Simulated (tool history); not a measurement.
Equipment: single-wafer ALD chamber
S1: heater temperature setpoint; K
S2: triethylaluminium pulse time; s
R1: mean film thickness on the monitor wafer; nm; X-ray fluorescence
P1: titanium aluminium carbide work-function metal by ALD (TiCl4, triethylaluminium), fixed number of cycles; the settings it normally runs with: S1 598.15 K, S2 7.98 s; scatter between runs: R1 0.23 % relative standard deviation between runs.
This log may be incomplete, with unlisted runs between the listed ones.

run 1 hour=9.7 | S1=598.15 S2=7.98 | R1=2.0755
run 2 hour=17.1 | S1=583.15 S2=4.51 | R1=1.6431
run 3 hour=25.5 | S1=598.15 S2=7.98 | R1=2.0825
run 4 hour=33.9 | S1=598.15 S2=11.35 | R1=2.1701
run 5 hour=45.9 | S1=598.15 S2=7.98 | R1=2.0673
run 6 hour=54.2 | S1=598.15 S2=7.98 | R1=2.0742
-- hour=56.5 thermocouple changed; heater temperature recalibrated
run 7 hour=65.9 | S1=622.15 S2=7.98 | R1=2.2701
run 8 hour=75.4 | S1=574.15 S2=7.98 | R1=1.8803
run 9 hour=85.2 | S1=598.15 S2=3.08 | R1=1.4509
run 10 hour=98.7 | S1=598.15 S2=7.98 | R1=2.0678
run 11 hour=106.1 | S1=617.15 S2=3.96 | R1=1.7785
run 12 hour=114.2 | S1=598.15 S2=7.98 | R1=2.0714
run 13 hour=124.6 | S1=598.15 S2=7.98 | R1=2.0526
run 14 hour=137.8 | S1=598.15 S2=7.98 | R1=2.0446
run 15 hour=144.6 | S1=598.15 S2=7.98 | R1=2.0362
run 16 hour=158.1 | S1=598.15 S2=7.98 | R1=2.0337
run 17 hour=164.4 | S1=598.15 S2=7.98 | R1=2.0335
run 18 hour=171.6 | S1=598.15 S2=7.98 | R1=2.0342
run 19 hour=182.1 | S1=598.15 S2=7.98 | R1=2.0365
run 20 hour=194.2 | S1=598.15 S2=7.98 | R1=2.0274
run 21 hour=204.1 | S1=598.15 S2=7.98 | R1=2.0299

Compared with where it was, what P1 gives has crept away. Each cause listed below fits the log as well as the rest, at the size given for it:
A: wafer temperature below the value expected at the setpoint (K) = 5.22
B: triethylaluminium dose below that of a fresh bottle (%) = 9.68
At approximately hour 114.2, the process output began to creep.

Each of the 4 check runs below uses one wafer; its results are left as question marks. Which run tells the causes apart?
run check 1 hour=214 | S1=621.15 S2=7.98 | R1=?
run check 2 hour=214 | S1=598.15 S2=3.28 | R1=?
run check 3 hour=214 | S1=610.15 S2=7.98 | R1=?
run check 4 hour=214 | S1=587.15 S2=7.98 | R1=?

What every check run would give for each of its results, assuming each possible cause in turn:
check=check_1 result=R1 if_A=2.2207 if_B=2.2172
check=check_2 result=R1 if_A=1.4685 if_B=1.417
check=check_3 result=R1 if_A=2.129 if_B=2.1273
check=check_4 result=R1 if_A=1.9395 if_B=1.941
Per-check spread between the two closest causes, in the result where they differ most: check 1 0.16 %; check 2 3.57 %; check 3 0.08 %; check 4 0.08 %
Check 2 is the one run that separates the causes; every other check would come out nearly the same whichever cause is at work.

Running check 2 produced the following: R1 1.4162 nm. Which one of the listed causes fits?

B is the cause: triethylaluminium dose below that of a fresh bottle (%).
